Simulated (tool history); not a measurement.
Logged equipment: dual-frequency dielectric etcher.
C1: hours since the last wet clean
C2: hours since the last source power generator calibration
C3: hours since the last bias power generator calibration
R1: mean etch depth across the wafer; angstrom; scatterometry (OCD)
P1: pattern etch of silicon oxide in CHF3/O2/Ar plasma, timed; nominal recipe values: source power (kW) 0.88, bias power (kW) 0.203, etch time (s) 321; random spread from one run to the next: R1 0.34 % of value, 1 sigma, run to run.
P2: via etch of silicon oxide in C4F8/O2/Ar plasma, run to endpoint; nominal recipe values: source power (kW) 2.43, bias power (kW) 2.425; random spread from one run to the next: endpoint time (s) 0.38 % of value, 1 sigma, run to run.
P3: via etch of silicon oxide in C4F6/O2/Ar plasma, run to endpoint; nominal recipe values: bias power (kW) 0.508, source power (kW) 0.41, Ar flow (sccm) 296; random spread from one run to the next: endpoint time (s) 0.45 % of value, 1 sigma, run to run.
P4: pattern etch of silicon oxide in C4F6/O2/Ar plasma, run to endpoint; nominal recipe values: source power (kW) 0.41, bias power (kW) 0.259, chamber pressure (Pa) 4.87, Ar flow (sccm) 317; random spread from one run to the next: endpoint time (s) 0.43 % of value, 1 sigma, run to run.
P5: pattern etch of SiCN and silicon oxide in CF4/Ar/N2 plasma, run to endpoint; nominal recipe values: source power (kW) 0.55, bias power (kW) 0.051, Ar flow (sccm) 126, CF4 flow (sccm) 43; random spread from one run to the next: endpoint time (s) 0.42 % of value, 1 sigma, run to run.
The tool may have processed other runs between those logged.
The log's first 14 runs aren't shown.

{"run": 15, "hour": 103.2, "process that ran": "P4", "source power (kW)": 0.41, "bias power (kW)": 0.314, "Ar flow (sccm)": 317, "chamber pressure (Pa)": 4.87, "C1": 396.9, "C2": 2253, "C3": 62.2, "endpoint time (s)": 7.3023}
{"run": 16, "hour": 109.9, "process that ran": "P1", "source power (kW)": 0.88, "bias power (kW)": 0.203, "etch time (s)": 321, "C1": 403.6, "C2": 2259.7, "C3": 68.9, "R1": 7663}
{"run": 17, "hour": 117.5, "process that ran": "P3", "source power (kW)": 0.41, "bias power (kW)": 0.508, "Ar flow (sccm)": 296, "C1": 411.2, "C2": 2267.3, "C3": 76.5, "endpoint time (s)": 28.494}
{"run": 18, "hour": 124.4, "process that ran": "P4", "source power (kW)": 0.41, "bias power (kW)": 0.259, "Ar flow (sccm)": 317, "chamber pressure (Pa)": 4.87, "C1": 418.1, "C2": 2274.2, "C3": 83.4, "endpoint time (s)": 7.7819}
{"run": 19, "hour": 130.8, "process that ran": "P1", "source power (kW)": 1.13, "bias power (kW)": 0.203, "etch time (s)": 321, "C1": 424.5, "C2": 2280.6, "C3": 89.8, "R1": 8492.4}
{"run": 20, "hour": 136.5, "process that ran": "P3", "source power (kW)": 0.53, "bias power (kW)": 0.508, "Ar flow (sccm)": 296, "C1": 430.2, "C2": 2286.3, "C3": 95.5, "endpoint time (s)": 26.029}
{"run": 21, "hour": 143.6, "process that ran": "P4", "source power (kW)": 0.41, "bias power (kW)": 0.259, "Ar flow (sccm)": 428, "chamber pressure (Pa)": 4.87, "C1": 437.3, "C2": 2293.4, "C3": 102.6, "endpoint time (s)": 8.0589}
{"run": 22, "hour": 148.9, "process that ran": "P5", "source power (kW)": 0.74, "bias power (kW)": 0.051, "Ar flow (sccm)": 126, "CF4 flow (sccm)": 43, "C1": 442.6, "C2": 2298.7, "C3": 107.9, "endpoint time (s)": 8.6236}
{"run": 23, "hour": 153.8, "process that ran": "P1", "source power (kW)": 0.88, "bias power (kW)": 0.268, "etch time (s)": 321, "C1": 447.5, "C2": 2303.6, "C3": 112.8, "R1": 8427.2}
{"run": 24, "hour": 159.2, "process that ran": "P1", "source power (kW)": 0.88, "bias power (kW)": 0.203, "etch time (s)": 321, "C1": 452.9, "C2": 2309, "C3": 118.2, "R1": 7690.2}
{"run": 25, "hour": 165.0, "process that ran": "P2", "source power (kW)": 2.43, "bias power (kW)": 2.425, "C1": 458.7, "C2": 2314.8, "C3": 124, "endpoint time (s)": 246.98}
{"run": 26, "hour": 173.7, "process that ran": "P5", "source power (kW)": 0.55, "bias power (kW)": 0.051, "Ar flow (sccm)": 126, "CF4 flow (sccm)": 43, "C1": 467.4, "C2": 2323.5, "C3": 132.7, "endpoint time (s)": 11.122}
{"run": 27, "hour": 179.8, "process that ran": "P1", "source power (kW)": 0.88, "bias power (kW)": 0.203, "etch time (s)": 321, "C1": 473.5, "C2": 2329.6, "C3": 138.8, "R1": 7684.7}
{"run": 28, "hour": 185.9, "process that ran": "P4", "source power (kW)": 0.41, "bias power (kW)": 0.259, "Ar flow (sccm)": 317, "chamber pressure (Pa)": 5.93, "C1": 479.6, "C2": 2335.7, "C3": 144.9, "endpoint time (s)": 7.9506}
{"run": 29, "hour": 191.7, "process that ran": "P1", "source power (kW)": 0.66, "bias power (kW)": 0.203, "etch time (s)": 321, "C1": 485.4, "C2": 2341.5, "C3": 150.7, "R1": 6914.6}
{"run": 30, "hour": 196.7, "process that ran": "P1", "source power (kW)": 0.88, "bias power (kW)": 0.203, "etch time (s)": 321, "C1": 490.4, "C2": 2346.5, "C3": 155.7, "R1": 7685.4}
{"run": 31, "hour": 205.7, "process that ran": "P4", "source power (kW)": 0.28, "bias power (kW)": 0.259, "Ar flow (sccm)": 317, "chamber pressure (Pa)": 4.87, "C1": 499.4, "C2": 2355.5, "C3": 164.7, "endpoint time (s)": 8.9385}
{"run": 32, "hour": 212.7, "process that ran": "P1", "source power (kW)": 0.88, "bias power (kW)": 0.203, "etch time (s)": 189, "C1": 506.4, "C2": 2362.5, "C3": 171.7, "R1": 4519.6}
{"run": 33, "hour": 217.5, "process that ran": "P2", "source power (kW)": 2.43, "bias power (kW)": 1.499, "C1": 511.2, "C2": 2367.3, "C3": 176.5, "endpoint time (s)": 286.88}
{"run": 34, "hour": 223.1, "process that ran": "P1", "source power (kW)": 0.88, "bias power (kW)": 0.203, "etch time (s)": 321, "C1": 516.8, "C2": 2372.9, "C3": 182.1, "R1": 7690.9}
{"run": 35, "hour": 229.3, "process that ran": "P1", "source power (kW)": 0.88, "bias power (kW)": 0.203, "etch time (s)": 321, "C1": 523, "C2": 2379.1, "C3": 188.3, "R1": 7657.4}
{"run": 36, "hour": 236.3, "process that ran": "P1", "source power (kW)": 0.88, "bias power (kW)": 0.203, "etch time (s)": 321, "C1": 530, "C2": 2386.1, "C3": 195.3, "R1": 7616.4}
{"run": 37, "hour": 245.0, "process that ran": "P1", "source power (kW)": 0.88, "bias power (kW)": 0.203, "etch time (s)": 321, "C1": 538.7, "C2": 2394.8, "C3": 204, "R1": 7563.2}
{"run": 38, "hour": 251.2, "process that ran": "P1", "source power (kW)": 0.88, "bias power (kW)": 0.203, "etch time (s)": 321, "C1": 544.9, "C2": 2401, "C3": 210.2, "R1": 7637.1}

Run 39 is up next; what results do you expect?
{"run": 39, "hour": 256.8, "process that ran": "P1", "source power (kW)": 0.88, "bias power (kW)": 0.203, "etch time (s)": 321, "C1": 550.5, "C2": 2406.6, "C3": 215.8, "R1": "?"}

{"run 39": {"R1": 7621.3}}

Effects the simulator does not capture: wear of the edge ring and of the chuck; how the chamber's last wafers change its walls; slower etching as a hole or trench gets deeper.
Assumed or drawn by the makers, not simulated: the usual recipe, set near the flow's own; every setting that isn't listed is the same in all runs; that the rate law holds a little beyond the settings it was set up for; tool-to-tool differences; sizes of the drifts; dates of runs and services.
